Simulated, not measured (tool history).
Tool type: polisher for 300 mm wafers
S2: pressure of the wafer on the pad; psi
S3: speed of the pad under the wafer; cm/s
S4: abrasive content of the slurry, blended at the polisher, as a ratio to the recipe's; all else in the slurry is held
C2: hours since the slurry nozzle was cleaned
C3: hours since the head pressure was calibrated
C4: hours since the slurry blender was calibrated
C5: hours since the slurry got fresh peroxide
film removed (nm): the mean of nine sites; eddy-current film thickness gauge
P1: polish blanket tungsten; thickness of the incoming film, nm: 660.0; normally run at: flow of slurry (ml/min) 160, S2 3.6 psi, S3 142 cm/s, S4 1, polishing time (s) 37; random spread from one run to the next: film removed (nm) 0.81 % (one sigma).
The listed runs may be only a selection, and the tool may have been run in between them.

{"run": 1, "day": 0.175, "flow of slurry (ml/min)": 160, "S2": 3.6, "S3": 142, "S4": 1, "polishing time (s)": 37, "wafers polished on this pad": 969, "C2": 49, "C3": 331.3, "C4": 122.4, "C5": 23, "film removed (nm)": 203.64}
{"run": 2, "day": 0.567, "flow of slurry (ml/min)": 160, "S2": 1.6, "S3": 142, "S4": 1, "polishing time (s)": 37, "wafers polished on this pad": 1113, "C2": 58.4, "C3": 340.7, "C4": 131.8, "C5": 32.4, "film removed (nm)": 91.536}
{"run": 3, "day": 0.783, "flow of slurry (ml/min)": 95, "S2": 3.6, "S3": 142, "S4": 1, "polishing time (s)": 37, "wafers polished on this pad": 1193, "C2": 63.6, "C3": 345.9, "C4": 137, "C5": 37.6, "film removed (nm)": 184.77}
{"day": 0.842, "done": "worn pad replaced by a new one"}
{"run": 4, "day": 1.154, "flow of slurry (ml/min)": 160, "S2": 3.6, "S3": 142, "S4": 0.6, "polishing time (s)": 37, "wafers polished on this pad": 115, "C2": 72.5, "C3": 354.8, "C4": 145.9, "C5": 46.5, "film removed (nm)": 183.15}
{"run": 5, "day": 1.375, "flow of slurry (ml/min)": 230, "S2": 3.6, "S3": 142, "S4": 1, "polishing time (s)": 55, "wafers polished on this pad": 197, "C2": 77.8, "C3": 360.1, "C4": 151.2, "C5": 51.8, "film removed (nm)": 322.22}
{"run": 6, "day": 1.571, "flow of slurry (ml/min)": 215, "S2": 5.2, "S3": 142, "S4": 1, "polishing time (s)": 37, "wafers polished on this pad": 269, "C2": 82.5, "C3": 364.8, "C4": 155.9, "C5": 56.5, "film removed (nm)": 310.81}
{"run": 7, "day": 1.821, "flow of slurry (ml/min)": 160, "S2": 3.6, "S3": 142, "S4": 1, "polishing time (s)": 26, "wafers polished on this pad": 361, "C2": 88.5, "C3": 370.8, "C4": 161.9, "C5": 62.5, "film removed (nm)": 142.43}
{"run": 8, "day": 2.212, "flow of slurry (ml/min)": 160, "S2": 3.6, "S3": 142, "S4": 1, "polishing time (s)": 37, "wafers polished on this pad": 505, "C2": 97.9, "C3": 380.2, "C4": 171.3, "C5": 71.9, "film removed (nm)": 204.8}
{"run": 9, "day": 2.475, "flow of slurry (ml/min)": 160, "S2": 3.6, "S3": 210, "S4": 1, "polishing time (s)": 37, "wafers polished on this pad": 601, "C2": 104.2, "C3": 386.5, "C4": 177.6, "C5": 78.2, "film removed (nm)": 300.26}
{"run": 10, "day": 2.796, "flow of slurry (ml/min)": 160, "S2": 3.6, "S3": 142, "S4": 1, "polishing time (s)": 37, "wafers polished on this pad": 719, "C2": 111.9, "C3": 394.2, "C4": 185.3, "C5": 85.9, "film removed (nm)": 202.79}
{"run": 11, "day": 2.979, "flow of slurry (ml/min)": 230, "S2": 3.6, "S3": 142, "S4": 1, "polishing time (s)": 37, "wafers polished on this pad": 787, "C2": 116.3, "C3": 398.6, "C4": 189.7, "C5": 90.3, "film removed (nm)": 215.78}
{"run": 12, "day": 3.312, "flow of slurry (ml/min)": 160, "S2": 3.6, "S3": 102, "S4": 1, "polishing time (s)": 37, "wafers polished on this pad": 909, "C2": 124.3, "C3": 406.6, "C4": 197.7, "C5": 98.3, "film removed (nm)": 146.42}
{"run": 13, "day": 3.5, "flow of slurry (ml/min)": 160, "S2": 3.6, "S3": 142, "S4": 1, "polishing time (s)": 37, "wafers polished on this pad": 978, "C2": 128.8, "C3": 411.1, "C4": 202.2, "C5": 102.8, "film removed (nm)": 205.08}
{"run": 14, "day": 3.883, "flow of slurry (ml/min)": 160, "S2": 5.1, "S3": 142, "S4": 1, "polishing time (s)": 37, "wafers polished on this pad": 1119, "C2": 138, "C3": 420.3, "C4": 211.4, "C5": 112, "film removed (nm)": 289.37}
{"run": 15, "day": 4.133, "flow of slurry (ml/min)": 160, "S2": 3.6, "S3": 142, "S4": 1.25, "polishing time (s)": 37, "wafers polished on this pad": 1211, "C2": 144, "C3": 426.3, "C4": 217.4, "C5": 118, "film removed (nm)": 217.54}
{"run": 16, "day": 4.342, "flow of slurry (ml/min)": 160, "S2": 3.6, "S3": 142, "S4": 1, "polishing time (s)": 56, "wafers polished on this pad": 1288, "C2": 149, "C3": 431.3, "C4": 222.4, "C5": 123, "film removed (nm)": 310.21}
{"run": 17, "day": 4.7, "flow of slurry (ml/min)": 160, "S2": 3.6, "S3": 142, "S4": 1, "polishing time (s)": 37, "wafers polished on this pad": 1420, "C2": 157.6, "C3": 439.9, "C4": 231, "C5": 131.6, "film removed (nm)": 207.6}
{"run": 18, "day": 5.05, "flow of slurry (ml/min)": 160, "S2": 3.6, "S3": 142, "S4": 1, "polishing time (s)": 37, "wafers polished on this pad": 1548, "C2": 166, "C3": 448.3, "C4": 239.4, "C5": 140, "film removed (nm)": 204.63}
{"run": 19, "day": 5.375, "flow of slurry (ml/min)": 160, "S2": 3.6, "S3": 142, "S4": 1, "polishing time (s)": 37, "wafers polished on this pad": 1668, "C2": 173.8, "C3": 456.1, "C4": 247.2, "C5": 147.8, "film removed (nm)": 206.99}
{"run": 20, "day": 5.712, "flow of slurry (ml/min)": 160, "S2": 3.6, "S3": 142, "S4": 1, "polishing time (s)": 37, "wafers polished on this pad": 1792, "C2": 181.9, "C3": 464.2, "C4": 255.3, "C5": 155.9, "film removed (nm)": 194.04}
{"day": 6.05, "done": "worn pad replaced by a new one"}
{"run": 21, "day": 6.058, "flow of slurry (ml/min)": 160, "S2": 3.6, "S3": 142, "S4": 1, "polishing time (s)": 37, "wafers polished on this pad": 4, "C2": 190.2, "C3": 472.5, "C4": 263.6, "C5": 164.2, "film removed (nm)": 191.65}
{"day": 6.15, "done": "slurry tank refilled with fresh slurry and peroxide"}
{"day": 6.312, "done": "head pressure recalibrated"}
{"run": 22, "day": 6.392, "flow of slurry (ml/min)": 160, "S2": 3.6, "S3": 142, "S4": 1, "polishing time (s)": 37, "wafers polished on this pad": 127, "C2": 198.2, "C3": 1.9, "C4": 271.6, "C5": 5.9, "film removed (nm)": 184.3}
{"run": 23, "day": 6.692, "flow of slurry (ml/min)": 160, "S2": 3.6, "S3": 142, "S4": 1, "polishing time (s)": 37, "wafers polished on this pad": 237, "C2": 205.4, "C3": 9.1, "C4": 278.8, "C5": 13.1, "film removed (nm)": 188.08}
{"run": 24, "day": 6.892, "flow of slurry (ml/min)": 160, "S2": 3.6, "S3": 142, "S4": 1, "polishing time (s)": 37, "wafers polished on this pad": 310, "C2": 210.2, "C3": 13.9, "C4": 283.6, "C5": 17.9, "film removed (nm)": 187.61}
{"run": 25, "day": 7.279, "flow of slurry (ml/min)": 160, "S2": 3.6, "S3": 142, "S4": 1, "polishing time (s)": 37, "wafers polished on this pad": 453, "C2": 219.5, "C3": 23.2, "C4": 292.9, "C5": 27.2, "film removed (nm)": 186.17}

Compared with where it was, what P1 gives has crept away. Each cause listed below fits the log as well as the rest, at the size given for it:
A: abrasive missing from the slurry, % = 33.4
B: slurry flow missing at the pad, % = 37
At approximately day 5.375, the process output began to creep.
Ruled out, with reasons:
removal rate lost through wear of the pad, %: was serviced at day 6.05, once the creep was under way, yet the earlier output never came back
head's pressure below its setpoint, %: was serviced at day 6.312, once the creep was under way, yet the earlier output never came back
peroxide lost from the slurry, %: was serviced at day 6.15, once the creep was under way, yet the earlier output never came back

Below are 4 check runs, each averaged over 5 wafers, with their results shown as question marks. Which of them would give clearly different results depending on which cause is behind the drift?
{"run": "check 1", "day": 7.667, "flow of slurry (ml/min)": 160, "S2": 3.6, "S3": 206, "S4": 1, "polishing time (s)": 37, "film removed (nm)": "?"}
{"run": "check 2", "day": 7.667, "flow of slurry (ml/min)": 225, "S2": 4.7, "S3": 142, "S4": 1, "polishing time (s)": 37, "film removed (nm)": "?"}
{"run": "check 3", "day": 7.667, "flow of slurry (ml/min)": 160, "S2": 3.6, "S3": 142, "S4": 1, "polishing time (s)": 27, "film removed (nm)": "?"}
{"run": "check 4", "day": 7.667, "flow of slurry (ml/min)": 160, "S2": 3.6, "S3": 142, "S4": 0.6, "polishing time (s)": 37, "film removed (nm)": "?"}

Outcome of each check run for each possible cause:
check=check_1 result=film_removed_(nm) if_A=270.49 if_B=270.56
check=check_2 result=film_removed_(nm) if_A=255.33 if_B=261.93
check=check_3 result=film_removed_(nm) if_A=136.06 if_B=136.09
check=check_4 result=film_removed_(nm) if_A=166.58 if_B=165.78
Per-check spread between the two closest causes, in the result where they differ most: check 1 0.02 %; check 2 2.55 %; check 3 0.02 %; check 4 0.48 %
The causes can be told apart only by check 2. The other checks would give nearly the same results under each of them.

Check 2 has now been run. It gave: film removed (nm) 255.95. Which of the candidate causes is it?

The correct cause is A, namely: abrasive missing from the slurry, %.
